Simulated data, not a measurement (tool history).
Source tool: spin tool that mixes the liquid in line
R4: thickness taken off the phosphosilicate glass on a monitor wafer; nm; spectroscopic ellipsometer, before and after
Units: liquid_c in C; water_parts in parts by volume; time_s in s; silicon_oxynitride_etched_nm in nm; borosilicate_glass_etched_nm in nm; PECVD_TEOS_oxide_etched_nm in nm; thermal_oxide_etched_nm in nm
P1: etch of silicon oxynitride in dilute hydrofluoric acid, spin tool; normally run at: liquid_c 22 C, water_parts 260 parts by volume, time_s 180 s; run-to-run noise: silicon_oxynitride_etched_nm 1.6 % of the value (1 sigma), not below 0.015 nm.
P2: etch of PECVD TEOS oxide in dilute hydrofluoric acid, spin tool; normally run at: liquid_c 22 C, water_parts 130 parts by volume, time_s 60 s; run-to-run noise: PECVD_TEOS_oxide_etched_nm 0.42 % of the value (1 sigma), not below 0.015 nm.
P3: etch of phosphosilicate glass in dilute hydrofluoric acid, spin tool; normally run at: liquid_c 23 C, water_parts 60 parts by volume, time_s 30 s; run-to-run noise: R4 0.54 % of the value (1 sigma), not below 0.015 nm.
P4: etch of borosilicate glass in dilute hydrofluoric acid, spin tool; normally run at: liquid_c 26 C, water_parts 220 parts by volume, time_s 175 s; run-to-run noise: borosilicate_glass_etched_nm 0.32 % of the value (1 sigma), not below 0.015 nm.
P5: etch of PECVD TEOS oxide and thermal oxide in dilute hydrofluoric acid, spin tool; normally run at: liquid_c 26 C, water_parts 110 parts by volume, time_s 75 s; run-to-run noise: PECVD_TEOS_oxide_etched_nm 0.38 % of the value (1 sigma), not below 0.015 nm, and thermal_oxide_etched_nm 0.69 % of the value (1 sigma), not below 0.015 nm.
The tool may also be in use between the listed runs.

{"run": 1, "hour": 7.4, "process": "P1", "liquid_c": 22, "water_parts": 260, "time_s": 180, "silicon_oxynitride_etched_nm": 1.4333}
{"run": 2, "hour": 14.9, "process": "P4", "liquid_c": 26, "water_parts": 400, "time_s": 175, "borosilicate_glass_etched_nm": 14.447}
{"run": 3, "hour": 23.0, "process": "P1", "liquid_c": 22, "water_parts": 260, "time_s": 180, "silicon_oxynitride_etched_nm": 1.4387}
{"run": 4, "hour": 35.3, "process": "P2", "liquid_c": 22, "water_parts": 130, "time_s": 105, "PECVD_TEOS_oxide_etched_nm": 12.479}
{"run": 5, "hour": 50.3, "process": "P3", "liquid_c": 23, "water_parts": 60, "time_s": 30, "R4": 43.97}
{"run": 6, "hour": 60.8, "process": "P1", "liquid_c": 22, "water_parts": 260, "time_s": 180, "silicon_oxynitride_etched_nm": 1.4718}
{"run": 7, "hour": 68.9, "process": "P2", "liquid_c": 22, "water_parts": 130, "time_s": 60, "PECVD_TEOS_oxide_etched_nm": 7.0991}
{"run": 8, "hour": 82.1, "process": "P1", "liquid_c": 22, "water_parts": 375, "time_s": 180, "silicon_oxynitride_etched_nm": 0.94446}
{"run": 9, "hour": 89.9, "process": "P3", "liquid_c": 23, "water_parts": 60, "time_s": 60, "R4": 88.715}
{"run": 10, "hour": 98.4, "process": "P3", "liquid_c": 23, "water_parts": 60, "time_s": 30, "R4": 44.294}
{"run": 11, "hour": 105.8, "process": "P1", "liquid_c": 27, "water_parts": 370, "time_s": 180, "silicon_oxynitride_etched_nm": 1.1425}
{"run": 12, "hour": 113.6, "process": "P2", "liquid_c": 22, "water_parts": 130, "time_s": 60, "PECVD_TEOS_oxide_etched_nm": 7.0974}
{"run": 13, "hour": 123.3, "process": "P1", "liquid_c": 22, "water_parts": 260, "time_s": 180, "silicon_oxynitride_etched_nm": 1.4852}
{"run": 14, "hour": 130.5, "process": "P5", "liquid_c": 26, "water_parts": 110, "time_s": 75, "PECVD_TEOS_oxide_etched_nm": 12.419, "thermal_oxide_etched_nm": 3.2749}
{"run": 15, "hour": 139.4, "process": "P2", "liquid_c": 22, "water_parts": 75, "time_s": 60, "PECVD_TEOS_oxide_etched_nm": 13.156}
{"run": 16, "hour": 150.9, "process": "P5", "liquid_c": 20.5, "water_parts": 110, "time_s": 75, "PECVD_TEOS_oxide_etched_nm": 10.063, "thermal_oxide_etched_nm": 2.6415}
{"run": 17, "hour": 160.4, "process": "P4", "liquid_c": 26, "water_parts": 220, "time_s": 175, "borosilicate_glass_etched_nm": 31.299}
{"run": 18, "hour": 168.0, "process": "P5", "liquid_c": 26, "water_parts": 110, "time_s": 75, "PECVD_TEOS_oxide_etched_nm": 12.435, "thermal_oxide_etched_nm": 3.241}
{"run": 19, "hour": 178.9, "process": "P1", "liquid_c": 29, "water_parts": 105, "time_s": 180, "silicon_oxynitride_etched_nm": 5.5983}
{"run": 20, "hour": 188.4, "process": "P1", "liquid_c": 22, "water_parts": 260, "time_s": 180, "silicon_oxynitride_etched_nm": 1.4769}
{"run": 21, "hour": 199.0, "process": "P5", "liquid_c": 26, "water_parts": 110, "time_s": 35, "PECVD_TEOS_oxide_etched_nm": 5.8423, "thermal_oxide_etched_nm": 1.5116}
{"run": 22, "hour": 205.9, "process": "P1", "liquid_c": 22, "water_parts": 260, "time_s": 305, "silicon_oxynitride_etched_nm": 2.4233}
{"run": 23, "hour": 213.1, "process": "P1", "liquid_c": 27, "water_parts": 260, "time_s": 60, "silicon_oxynitride_etched_nm": 0.61108}
{"run": 24, "hour": 227.0, "process": "P4", "liquid_c": 32, "water_parts": 220, "time_s": 175, "borosilicate_glass_etched_nm": 38.757}
{"run": 25, "hour": 238.5, "process": "P1", "liquid_c": 17, "water_parts": 260, "time_s": 180, "silicon_oxynitride_etched_nm": 1.1455}
{"run": 26, "hour": 247.3, "process": "P1", "liquid_c": 22, "water_parts": 260, "time_s": 65, "silicon_oxynitride_etched_nm": 0.53449}
{"run": 27, "hour": 254.5, "process": "P2", "liquid_c": 17, "water_parts": 130, "time_s": 60, "PECVD_TEOS_oxide_etched_nm": 5.792}
{"run": 28, "hour": 261.4, "process": "P4", "liquid_c": 26, "water_parts": 220, "time_s": 265, "borosilicate_glass_etched_nm": 47.592}
{"run": 29, "hour": 274.2, "process": "P1", "liquid_c": 22, "water_parts": 155, "time_s": 180, "silicon_oxynitride_etched_nm": 2.6146}
{"run": 30, "hour": 281.6, "process": "P3", "liquid_c": 23, "water_parts": 95, "time_s": 30, "R4": 26.71}
{"run": 31, "hour": 292.9, "process": "P3", "liquid_c": 17, "water_parts": 60, "time_s": 30, "R4": 34.359}
{"run": 32, "hour": 305.2, "process": "P5", "liquid_c": 26, "water_parts": 45, "time_s": 75, "PECVD_TEOS_oxide_etched_nm": 33.245, "thermal_oxide_etched_nm": 8.7438}
{"run": 33, "hour": 316.0, "process": "P1", "liquid_c": 29, "water_parts": 260, "time_s": 180, "silicon_oxynitride_etched_nm": 1.9611}
{"run": 34, "hour": 326.0, "process": "P1", "liquid_c": 22, "water_parts": 260, "time_s": 180, "silicon_oxynitride_etched_nm": 1.441}
{"run": 35, "hour": 340.6, "process": "P1", "liquid_c": 22, "water_parts": 260, "time_s": 180, "silicon_oxynitride_etched_nm": 1.4103}
{"run": 36, "hour": 350.5, "process": "P1", "liquid_c": 22, "water_parts": 260, "time_s": 180, "silicon_oxynitride_etched_nm": 1.3513}
{"run": 37, "hour": 357.5, "process": "P1", "liquid_c": 22, "water_parts": 260, "time_s": 180, "silicon_oxynitride_etched_nm": 1.4058}
{"run": 38, "hour": 372.1, "process": "P1", "liquid_c": 22, "water_parts": 260, "time_s": 180, "silicon_oxynitride_etched_nm": 1.3462}
{"run": 39, "hour": 379.0, "process": "P1", "liquid_c": 22, "water_parts": 260, "time_s": 180, "silicon_oxynitride_etched_nm": 1.323}
{"run": 40, "hour": 391.8, "process": "P1", "liquid_c": 22, "water_parts": 260, "time_s": 180, "silicon_oxynitride_etched_nm": 1.3036}
{"run": 41, "hour": 405.6, "process": "P1", "liquid_c": 22, "water_parts": 260, "time_s": 180, "silicon_oxynitride_etched_nm": 1.3309}
{"run": 42, "hour": 414.2, "process": "P1", "liquid_c": 22, "water_parts": 260, "time_s": 180, "silicon_oxynitride_etched_nm": 1.3236}
{"run": 43, "hour": 423.0, "process": "P1", "liquid_c": 22, "water_parts": 260, "time_s": 180, "silicon_oxynitride_etched_nm": 1.3342}
{"run": 44, "hour": 437.7, "process": "P1", "liquid_c": 22, "water_parts": 260, "time_s": 180, "silicon_oxynitride_etched_nm": 1.3333}

What P1 gives has crept off from where it sat before. The 2 causes that follow fit the log equally well, each at the size noted:
A: liquid colder than its thermometer reads (K) = 2.11
B: hydrofluoric acid flow below the setpoint (%) = 7.7
The drift started at roughly hour 326.

Of the 4 check runs listed below, each run on one wafer and each result written as a question mark, which would let you distinguish the listed causes because they would give clearly different results?
{"run": "check 1", "hour": 452.4, "process": "P5", "liquid_c": 26, "water_parts": 70, "time_s": 75, "PECVD_TEOS_oxide_etched_nm": "?", "thermal_oxide_etched_nm": "?"}
{"run": "check 2", "hour": 452.4, "process": "P4", "liquid_c": 26, "water_parts": 395, "time_s": 175, "borosilicate_glass_etched_nm": "?"}
{"run": "check 3", "hour": 452.4, "process": "P3", "liquid_c": 23, "water_parts": 95, "time_s": 55, "R4": "?"}
{"run": "check 4", "hour": 452.4, "process": "P2", "liquid_c": 17, "water_parts": 130, "time_s": 95, "PECVD_TEOS_oxide_etched_nm": "?"}

Expected result of each check under each candidate cause:
check=check_1 result=PECVD_TEOS_oxide_etched_nm if_A=18.97 if_B=18.91
check=check_1 result=thermal_oxide_etched_nm if_A=4.9764 if_B=4.9606
check=check_2 result=borosilicate_glass_etched_nm if_A=13.748 if_B=13.184
check=check_3 result=R4 if_A=45.062 if_B=44.872
check=check_4 result=PECVD_TEOS_oxide_etched_nm if_A=8.4061 if_B=8.3849
Per-check spread between the two closest causes, in the result where they differ most: check 1 0.32 %; check 2 4.19 %; check 3 0.42 %; check 4 0.25 %
Check 2 is the one run that separates the causes; every other check would come out nearly the same whichever cause is at work.

After running check 2, the following was obtained: borosilicate_glass_etched_nm 13.217 nm. Which cause does this point to?

B is the cause: hydrofluoric acid flow below the setpoint (%).

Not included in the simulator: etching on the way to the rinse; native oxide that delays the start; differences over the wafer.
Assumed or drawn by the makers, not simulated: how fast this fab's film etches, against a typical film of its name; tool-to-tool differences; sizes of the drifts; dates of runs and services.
